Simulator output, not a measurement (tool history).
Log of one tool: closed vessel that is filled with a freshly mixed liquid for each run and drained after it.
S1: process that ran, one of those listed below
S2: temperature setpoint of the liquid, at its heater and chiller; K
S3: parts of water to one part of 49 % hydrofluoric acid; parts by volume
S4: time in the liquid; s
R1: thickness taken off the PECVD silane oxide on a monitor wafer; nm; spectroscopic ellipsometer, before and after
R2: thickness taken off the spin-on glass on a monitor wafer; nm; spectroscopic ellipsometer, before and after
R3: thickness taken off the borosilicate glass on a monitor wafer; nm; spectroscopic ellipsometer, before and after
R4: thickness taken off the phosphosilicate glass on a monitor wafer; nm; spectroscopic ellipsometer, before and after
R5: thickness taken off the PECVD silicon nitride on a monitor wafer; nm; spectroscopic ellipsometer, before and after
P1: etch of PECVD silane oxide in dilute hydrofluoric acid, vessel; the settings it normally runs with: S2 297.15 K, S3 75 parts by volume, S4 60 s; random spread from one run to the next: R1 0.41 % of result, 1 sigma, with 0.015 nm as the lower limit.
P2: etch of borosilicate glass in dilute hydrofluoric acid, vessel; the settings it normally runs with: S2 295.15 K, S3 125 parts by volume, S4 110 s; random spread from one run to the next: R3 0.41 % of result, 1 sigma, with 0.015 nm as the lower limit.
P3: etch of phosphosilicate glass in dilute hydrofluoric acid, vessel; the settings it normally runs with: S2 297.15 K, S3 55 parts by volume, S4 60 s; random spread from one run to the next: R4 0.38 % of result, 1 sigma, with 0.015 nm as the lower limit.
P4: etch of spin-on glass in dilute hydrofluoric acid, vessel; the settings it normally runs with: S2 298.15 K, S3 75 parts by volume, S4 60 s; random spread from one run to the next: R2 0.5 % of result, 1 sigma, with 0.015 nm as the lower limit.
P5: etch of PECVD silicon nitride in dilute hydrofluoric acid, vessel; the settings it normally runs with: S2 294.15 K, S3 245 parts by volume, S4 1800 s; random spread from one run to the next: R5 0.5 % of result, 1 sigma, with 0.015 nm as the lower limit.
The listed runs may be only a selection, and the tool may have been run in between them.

{"run": 1, "hour": 7.0, "S1": "P1", "S2": 297.15, "S3": 75, "S4": 60, "R1": 25.183}
{"run": 2, "hour": 13.7, "S1": "P4", "S2": 292.65, "S3": 75, "S4": 60, "R2": 21.463}
{"run": 3, "hour": 20.6, "S1": "P4", "S2": 298.15, "S3": 125, "S4": 60, "R2": 15.056}
{"run": 4, "hour": 29.8, "S1": "P1", "S2": 297.15, "S3": 75, "S4": 60, "R1": 25.211}
{"hour": 35.9, "done": "hydrofluoric acid flow meter replaced"}
{"run": 5, "hour": 43.0, "S1": "P2", "S2": 295.15, "S3": 45, "S4": 110, "R3": 67.568}
{"run": 6, "hour": 51.5, "S1": "P3", "S2": 303.65, "S3": 55, "S4": 60, "R4": 87.662}
{"run": 7, "hour": 65.9, "S1": "P2", "S2": 295.15, "S3": 125, "S4": 110, "R3": 22.046}
{"run": 8, "hour": 73.6, "S1": "P1", "S2": 297.15, "S3": 140, "S4": 60, "R1": 12.528}
{"run": 9, "hour": 86.6, "S1": "P3", "S2": 297.15, "S3": 20, "S4": 60, "R4": 195.84}
{"run": 10, "hour": 96.5, "S1": "P1", "S2": 297.15, "S3": 25, "S4": 110, "R1": 148.85}
{"run": 11, "hour": 108.2, "S1": "P5", "S2": 294.15, "S3": 245, "S4": 180, "R5": 3.4803}
{"run": 12, "hour": 117.3, "S1": "P1", "S2": 297.15, "S3": 75, "S4": 100, "R1": 42.232}
{"run": 13, "hour": 129.4, "S1": "P5", "S2": 294.15, "S3": 245, "S4": 1800, "R5": 35.08}
{"run": 14, "hour": 138.4, "S1": "P1", "S2": 297.15, "S3": 75, "S4": 30, "R1": 12.573}
{"run": 15, "hour": 146.4, "S1": "P4", "S2": 298.15, "S3": 75, "S4": 60, "R2": 26.819}
{"run": 16, "hour": 160.3, "S1": "P5", "S2": 294.15, "S3": 245, "S4": 1800, "R5": 34.645}
{"run": 17, "hour": 166.6, "S1": "P1", "S2": 297.15, "S3": 75, "S4": 60, "R1": 25.22}
{"run": 18, "hour": 173.8, "S1": "P3", "S2": 297.15, "S3": 55, "S4": 60, "R4": 68.161}
{"run": 19, "hour": 181.6, "S1": "P2", "S2": 295.15, "S3": 125, "S4": 215, "R3": 42.626}
{"run": 20, "hour": 190.7, "S1": "P5", "S2": 290.15, "S3": 245, "S4": 1800, "R5": 26.957}
{"run": 21, "hour": 197.9, "S1": "P3", "S2": 297.15, "S3": 55, "S4": 115, "R4": 130.2}
{"run": 22, "hour": 210.8, "S1": "P4", "S2": 298.15, "S3": 75, "S4": 115, "R2": 51.51}
{"run": 23, "hour": 224.2, "S1": "P5", "S2": 294.15, "S3": 435, "S4": 1800, "R5": 20.05}
{"run": 24, "hour": 238.7, "S1": "P1", "S2": 290.15, "S3": 75, "S4": 60, "R1": 18.924}
{"run": 25, "hour": 249.5, "S1": "P2", "S2": 299.15, "S3": 125, "S4": 110, "R3": 25.799}
{"run": 26, "hour": 263.1, "S1": "P1", "S2": 297.15, "S3": 20, "S4": 60, "R1": 102.09}
{"run": 27, "hour": 274.1, "S1": "P1", "S2": 303.65, "S3": 75, "S4": 60, "R1": 32.245}
{"run": 28, "hour": 288.3, "S1": "P1", "S2": 297.15, "S3": 75, "S4": 60, "R1": 25.179}
{"run": 29, "hour": 295.9, "S1": "P1", "S2": 297.15, "S3": 75, "S4": 60, "R1": 25.118}
{"run": 30, "hour": 309.9, "S1": "P1", "S2": 297.15, "S3": 75, "S4": 60, "R1": 24.504}
{"run": 31, "hour": 324.2, "S1": "P1", "S2": 297.15, "S3": 75, "S4": 60, "R1": 24.006}
{"run": 32, "hour": 335.3, "S1": "P1", "S2": 297.15, "S3": 75, "S4": 60, "R1": 23.848}
{"run": 33, "hour": 343.8, "S1": "P1", "S2": 297.15, "S3": 75, "S4": 60, "R1": 23.503}
{"run": 34, "hour": 356.8, "S1": "P1", "S2": 297.15, "S3": 75, "S4": 60, "R1": 23.466}
{"run": 35, "hour": 367.2, "S1": "P1", "S2": 297.15, "S3": 75, "S4": 60, "R1": 23.669}
{"run": 36, "hour": 378.6, "S1": "P1", "S2": 297.15, "S3": 75, "S4": 60, "R1": 23.353}
{"run": 37, "hour": 392.0, "S1": "P1", "S2": 297.15, "S3": 75, "S4": 60, "R1": 23.488}
{"run": 38, "hour": 403.1, "S1": "P1", "S2": 297.15, "S3": 75, "S4": 60, "R1": 23.56}
{"run": 39, "hour": 411.4, "S1": "P1", "S2": 297.15, "S3": 75, "S4": 60, "R1": 23.307}

The log shows P1 creeping away from where it was. Any of the 2 causes listed here, at the size stated for it, fits the log just as well as the others:
A: liquid colder than its thermometer reads (K) = 1.85
B: hydrofluoric acid flow below the setpoint (%) = 6.62
The gradual shift began around hour 295.9.

Which of the check runs below tells the causes apart, meaning the causes would give it clearly different results? Each run uses 2 wafers whose results are averaged, and each result is shown as a question mark.
{"run": "check 1", "hour": 419.7, "S1": "P5", "S2": 294.15, "S3": 430, "S4": 275, "R5": "?"}
{"run": "check 2", "hour": 419.7, "S1": "P2", "S2": 295.15, "S3": 70, "S4": 110, "R3": "?"}
{"run": "check 3", "hour": 419.7, "S1": "P3", "S2": 302.65, "S3": 20, "S4": 60, "R4": "?"}
{"run": "check 4", "hour": 419.7, "S1": "P4", "S2": 293.15, "S3": 110, "S4": 60, "R2": "?"}

Predicted outcomes, by check and by cause:
check=check_1 result=R5 if_A=2.7665 if_B=2.899
check=check_2 result=R3 if_A=38.849 if_B=38.938
check=check_3 result=R4 if_A=228.09 if_B=229.18
check=check_4 result=R2 if_A=13.343 if_B=13.331
Per check, the gap between the least separated pair of causes, taken in the result that splits them most: check 1 4.68 %; check 2 0.23 %; check 3 0.47 %; check 4 0.09 %
Of the check runs offered, only check 1 discriminates between the causes; the rest would read about the same regardless of which cause applies.

Then check 1 was run and gave: R5 2.7703 nm. Which cause is it?

It is A: liquid colder than its thermometer reads (K).
